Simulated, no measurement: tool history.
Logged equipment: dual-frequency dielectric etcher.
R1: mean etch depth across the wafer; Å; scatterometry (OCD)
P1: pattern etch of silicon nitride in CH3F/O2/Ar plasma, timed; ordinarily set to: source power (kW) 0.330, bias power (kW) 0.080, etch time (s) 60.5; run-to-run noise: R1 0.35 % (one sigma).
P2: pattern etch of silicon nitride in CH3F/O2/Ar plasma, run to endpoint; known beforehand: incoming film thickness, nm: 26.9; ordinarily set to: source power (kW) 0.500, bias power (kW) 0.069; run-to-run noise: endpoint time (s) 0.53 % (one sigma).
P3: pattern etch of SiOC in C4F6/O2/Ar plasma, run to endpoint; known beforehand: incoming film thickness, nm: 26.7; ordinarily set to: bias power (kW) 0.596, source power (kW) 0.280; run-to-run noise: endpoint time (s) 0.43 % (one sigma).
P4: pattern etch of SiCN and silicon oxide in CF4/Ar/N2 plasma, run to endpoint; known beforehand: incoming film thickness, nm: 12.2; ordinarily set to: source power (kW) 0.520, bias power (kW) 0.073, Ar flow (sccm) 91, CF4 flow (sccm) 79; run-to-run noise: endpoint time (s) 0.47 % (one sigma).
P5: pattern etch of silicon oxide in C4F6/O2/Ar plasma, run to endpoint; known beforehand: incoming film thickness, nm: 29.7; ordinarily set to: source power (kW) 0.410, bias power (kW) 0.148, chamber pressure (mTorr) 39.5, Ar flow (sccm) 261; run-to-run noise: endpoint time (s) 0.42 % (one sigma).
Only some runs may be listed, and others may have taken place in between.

{"run": 1, "hour": 4.5, "process that ran": "P1", "source power (kW)": 0.33, "bias power (kW)": 0.08, "etch time (s)": 60.5, "R1": 418.8}
{"run": 2, "hour": 10.0, "process that ran": "P2", "source power (kW)": 0.68, "bias power (kW)": 0.069, "endpoint time (s)": 32.018}
{"run": 3, "hour": 17.6, "process that ran": "P1", "source power (kW)": 0.33, "bias power (kW)": 0.05, "etch time (s)": 34.0, "R1": 202.02}
{"run": 4, "hour": 22.2, "process that ran": "P5", "source power (kW)": 0.41, "bias power (kW)": 0.148, "chamber pressure (mTorr)": 39.5, "Ar flow (sccm)": 261, "endpoint time (s)": 9.7686}
{"run": 5, "hour": 29.8, "process that ran": "P1", "source power (kW)": 0.33, "bias power (kW)": 0.08, "etch time (s)": 60.5, "R1": 420.73}
{"run": 6, "hour": 36.8, "process that ran": "P5", "source power (kW)": 0.41, "bias power (kW)": 0.148, "chamber pressure (mTorr)": 25.5, "Ar flow (sccm)": 261, "endpoint time (s)": 9.3238}
{"run": 7, "hour": 42.6, "process that ran": "P3", "source power (kW)": 0.28, "bias power (kW)": 0.596, "endpoint time (s)": 9.8739}
{"run": 8, "hour": 46.2, "process that ran": "P1", "source power (kW)": 0.33, "bias power (kW)": 0.08, "etch time (s)": 76.5, "R1": 534.34}
{"run": 9, "hour": 53.3, "process that ran": "P1", "source power (kW)": 0.42, "bias power (kW)": 0.08, "etch time (s)": 60.5, "R1": 463.33}
{"run": 10, "hour": 59.7, "process that ran": "P1", "source power (kW)": 0.33, "bias power (kW)": 0.06, "etch time (s)": 60.5, "R1": 381.17}
{"run": 11, "hour": 67.3, "process that ran": "P4", "source power (kW)": 0.52, "bias power (kW)": 0.073, "Ar flow (sccm)": 91, "CF4 flow (sccm)": 79, "endpoint time (s)": 11.732}
{"run": 12, "hour": 74.3, "process that ran": "P4", "source power (kW)": 0.72, "bias power (kW)": 0.073, "Ar flow (sccm)": 91, "CF4 flow (sccm)": 79, "endpoint time (s)": 8.7812}
{"run": 13, "hour": 78.5, "process that ran": "P1", "source power (kW)": 0.33, "bias power (kW)": 0.08, "etch time (s)": 60.5, "R1": 422.49}
{"run": 14, "hour": 85.3, "process that ran": "P1", "source power (kW)": 0.26, "bias power (kW)": 0.08, "etch time (s)": 60.5, "R1": 382.81}
{"run": 15, "hour": 91.7, "process that ran": "P3", "source power (kW)": 0.4, "bias power (kW)": 0.596, "endpoint time (s)": 8.6619}
{"run": 16, "hour": 99.0, "process that ran": "P3", "source power (kW)": 0.28, "bias power (kW)": 0.83, "endpoint time (s)": 8.6081}
{"run": 17, "hour": 102.5, "process that ran": "P4", "source power (kW)": 0.52, "bias power (kW)": 0.073, "Ar flow (sccm)": 111, "CF4 flow (sccm)": 79, "endpoint time (s)": 12.054}
{"run": 18, "hour": 108.3, "process that ran": "P5", "source power (kW)": 0.41, "bias power (kW)": 0.148, "chamber pressure (mTorr)": 39.5, "Ar flow (sccm)": 162, "endpoint time (s)": 9.2126}
{"run": 19, "hour": 115.6, "process that ran": "P1", "source power (kW)": 0.33, "bias power (kW)": 0.099, "etch time (s)": 60.5, "R1": 456.06}
{"run": 20, "hour": 120.5, "process that ran": "P4", "source power (kW)": 0.52, "bias power (kW)": 0.057, "Ar flow (sccm)": 91, "CF4 flow (sccm)": 79, "endpoint time (s)": 12.689}
{"run": 21, "hour": 125.6, "process that ran": "P5", "source power (kW)": 0.41, "bias power (kW)": 0.148, "chamber pressure (mTorr)": 39.5, "Ar flow (sccm)": 261, "endpoint time (s)": 9.7563}
{"run": 22, "hour": 132.9, "process that ran": "P1", "source power (kW)": 0.33, "bias power (kW)": 0.08, "etch time (s)": 60.5, "R1": 420.19}
{"run": 23, "hour": 139.7, "process that ran": "P1", "source power (kW)": 0.24, "bias power (kW)": 0.107, "etch time (s)": 60.5, "R1": 415.84}
{"run": 24, "hour": 146.7, "process that ran": "P2", "source power (kW)": 0.5, "bias power (kW)": 0.069, "endpoint time (s)": 36.006}
{"run": 25, "hour": 152.1, "process that ran": "P4", "source power (kW)": 0.52, "bias power (kW)": 0.073, "Ar flow (sccm)": 91, "CF4 flow (sccm)": 57, "endpoint time (s)": 12.248}
{"run": 26, "hour": 156.7, "process that ran": "P1", "source power (kW)": 0.33, "bias power (kW)": 0.08, "etch time (s)": 39.5, "R1": 276.0}
{"run": 27, "hour": 163.9, "process that ran": "P1", "source power (kW)": 0.33, "bias power (kW)": 0.08, "etch time (s)": 60.5, "R1": 421.8}
{"run": 28, "hour": 170.4, "process that ran": "P5", "source power (kW)": 0.53, "bias power (kW)": 0.148, "chamber pressure (mTorr)": 39.5, "Ar flow (sccm)": 261, "endpoint time (s)": 8.771}
{"run": 29, "hour": 177.5, "process that ran": "P5", "source power (kW)": 0.41, "bias power (kW)": 0.11, "chamber pressure (mTorr)": 39.5, "Ar flow (sccm)": 261, "endpoint time (s)": 10.676}
{"run": 30, "hour": 181.1, "process that ran": "P2", "source power (kW)": 0.5, "bias power (kW)": 0.086, "endpoint time (s)": 33.287}
{"run": 31, "hour": 188.4, "process that ran": "P1", "source power (kW)": 0.44, "bias power (kW)": 0.055, "etch time (s)": 60.5, "R1": 417.12}
{"run": 32, "hour": 193.8, "process that ran": "P3", "source power (kW)": 0.28, "bias power (kW)": 0.596, "endpoint time (s)": 9.8415}
{"run": 33, "hour": 201.1, "process that ran": "P1", "source power (kW)": 0.33, "bias power (kW)": 0.08, "etch time (s)": 60.5, "R1": 419.4}
{"run": 34, "hour": 205.4, "process that ran": "P1", "source power (kW)": 0.33, "bias power (kW)": 0.08, "etch time (s)": 60.5, "R1": 425.57}
{"run": 35, "hour": 211.9, "process that ran": "P1", "source power (kW)": 0.33, "bias power (kW)": 0.08, "etch time (s)": 60.5, "R1": 426.04}
{"run": 36, "hour": 217.0, "process that ran": "P1", "source power (kW)": 0.33, "bias power (kW)": 0.08, "etch time (s)": 60.5, "R1": 429.32}
{"hour": 219.3, "done": "wet clean of the chamber"}
{"run": 37, "hour": 222.4, "process that ran": "P1", "source power (kW)": 0.33, "bias power (kW)": 0.08, "etch time (s)": 60.5, "R1": 428.75}
{"run": 38, "hour": 227.0, "process that ran": "P1", "source power (kW)": 0.33, "bias power (kW)": 0.08, "etch time (s)": 60.5, "R1": 428.19}
{"run": 39, "hour": 233.3, "process that ran": "P1", "source power (kW)": 0.33, "bias power (kW)": 0.08, "etch time (s)": 60.5, "R1": 431.31}
{"run": 40, "hour": 237.2, "process that ran": "P1", "source power (kW)": 0.33, "bias power (kW)": 0.08, "etch time (s)": 60.5, "R1": 427.15}
{"run": 41, "hour": 244.8, "process that ran": "P1", "source power (kW)": 0.33, "bias power (kW)": 0.08, "etch time (s)": 60.5, "R1": 429.14}

Expected results for the next run?
{"run": 42, "hour": 252.4, "process that ran": "P1", "source power (kW)": 0.33, "bias power (kW)": 0.08, "etch time (s)": 60.5, "R1": "?"}

For run 42 the tool returned R1 431.76 Å.
